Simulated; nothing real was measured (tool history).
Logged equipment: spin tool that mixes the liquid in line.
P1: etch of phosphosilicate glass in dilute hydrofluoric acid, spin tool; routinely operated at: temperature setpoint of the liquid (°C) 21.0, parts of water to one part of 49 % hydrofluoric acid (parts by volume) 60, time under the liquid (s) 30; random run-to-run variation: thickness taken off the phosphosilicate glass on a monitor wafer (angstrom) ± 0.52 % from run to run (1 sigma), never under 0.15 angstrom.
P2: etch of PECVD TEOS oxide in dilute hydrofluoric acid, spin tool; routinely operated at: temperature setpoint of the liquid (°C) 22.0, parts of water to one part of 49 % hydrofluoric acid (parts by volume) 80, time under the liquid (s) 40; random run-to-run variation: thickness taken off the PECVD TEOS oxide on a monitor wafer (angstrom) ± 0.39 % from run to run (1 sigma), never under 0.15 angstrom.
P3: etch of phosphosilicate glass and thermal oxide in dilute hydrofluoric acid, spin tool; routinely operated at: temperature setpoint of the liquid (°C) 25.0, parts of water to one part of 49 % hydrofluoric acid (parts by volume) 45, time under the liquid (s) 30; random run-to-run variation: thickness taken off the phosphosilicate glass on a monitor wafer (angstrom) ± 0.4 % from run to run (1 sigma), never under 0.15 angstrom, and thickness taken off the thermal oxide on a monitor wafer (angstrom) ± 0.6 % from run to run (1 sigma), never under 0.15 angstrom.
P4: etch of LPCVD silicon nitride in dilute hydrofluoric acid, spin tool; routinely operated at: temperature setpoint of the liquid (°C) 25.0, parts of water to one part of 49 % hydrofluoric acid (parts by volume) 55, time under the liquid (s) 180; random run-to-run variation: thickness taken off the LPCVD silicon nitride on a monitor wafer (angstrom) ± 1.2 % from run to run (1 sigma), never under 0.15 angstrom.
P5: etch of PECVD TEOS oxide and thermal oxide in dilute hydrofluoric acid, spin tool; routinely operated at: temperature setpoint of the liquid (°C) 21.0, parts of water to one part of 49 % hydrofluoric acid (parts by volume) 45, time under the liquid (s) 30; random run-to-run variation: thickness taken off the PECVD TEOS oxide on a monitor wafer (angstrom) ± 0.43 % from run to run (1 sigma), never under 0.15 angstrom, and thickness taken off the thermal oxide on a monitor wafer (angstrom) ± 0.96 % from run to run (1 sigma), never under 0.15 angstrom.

run,hour,process that ran,temperature setpoint of the liquid (°C),parts of water to one part of 49 % hydrofluoric acid (parts by volume),time under the liquid (s),hours since the thermometer was replaced,hours since the hydrofluoric acid flow meter was replaced,thickness taken off the phosphosilicate glass on a monitor wafer (angstrom),thickness taken off the PECVD TEOS oxide on a monitor wafer (angstrom),thickness taken off the thermal oxide on a monitor wafer (angstrom),thickness taken off the LPCVD silicon nitride on a monitor wafer (angstrom)
1,2.7,P1,21.0,60,30,1367.3,963.2,437.52,,,
2,6.4,P2,22.0,80,40,1371.0,966.9,,64.467,,
3,10.6,P1,21.0,90,30,1375.2,971.1,283.45,,,
4,14.5,P1,27.5,60,30,1379.1,975.0,573.27,,,
5,19.4,P1,21.0,20,60,1384.0,979.9,2783.10,,,
6,23.8,P3,25.0,45,30,1388.4,984.3,941.44,,35.752,
7,26.5,P5,21.0,45,15,1391.1,987.0,,86.079,13.797,
8,30.1,P1,21.0,60,30,1394.7,990.6,436.52,,,
9,33.6,P2,22.0,80,70,1398.2,994.1,,113.950,,
10,38.2,P2,22.0,80,40,1402.8,998.7,,64.618,,
11,40.7,P5,21.0,45,30,1405.3,1001.2,,171.910,27.712,
12,43.3,P4,25.0,55,180,1407.9,1003.8,,,,17.8050
13,46.9,P1,26.0,60,15,1411.5,1007.4,270.57,,,
14,49.4,P5,17.0,45,30,1414.0,1009.9,,144.360,23.678,
15,52.6,P2,22.0,20,40,1417.2,1013.1,,277.760,,
16,57.1,P3,29.5,45,30,1421.7,1017.6,1141.20,,42.989,
17,61.8,P1,21.0,60,30,1426.4,1022.3,439.11,,,
18,64.1,P1,21.0,60,55,1428.7,1024.6,805.50,,,
19,67.3,P1,21.0,60,30,1431.9,1027.8,435.19,,,
20,70.7,P2,26.5,80,40,1435.3,1031.2,,77.643,,
21,73.5,P4,25.0,80,180,1438.1,1034.0,,,,12.1120
22,76.9,P3,25.0,45,15,1441.5,1037.4,473.27,,18.205,
23,81.8,P5,21.0,45,30,1446.4,1042.3,,172.840,27.514,
24,86.6,P1,21.0,60,30,1451.2,1047.1,439.49,,,
25,89.7,P1,21.0,60,15,1454.3,1050.2,218.35,,,
26,94.1,P1,21.0,30,30,1458.7,1054.6,908.67,,,
# hour 98.2: thermometer replaced
27,98.2,P1,21.0,60,30,0.1,1058.7,439.87,,,
28,100.8,P5,21.0,25,30,2.7,1061.3,,317.000,50.221,
29,104.0,P4,25.0,55,45,5.9,1064.5,,,,4.4654
30,108.1,P1,17.0,60,30,10.0,1068.6,369.73,,,
31,112.7,P1,21.0,60,30,14.6,1073.2,437.29,,,

Run 32 has not been measured yet. What should we expect?
32,116.3,P4,31.0,55,180,18.2,1076.8,,,,?

thickness taken off the LPCVD silicon nitride on a monitor wafer (angstrom): 26.0380
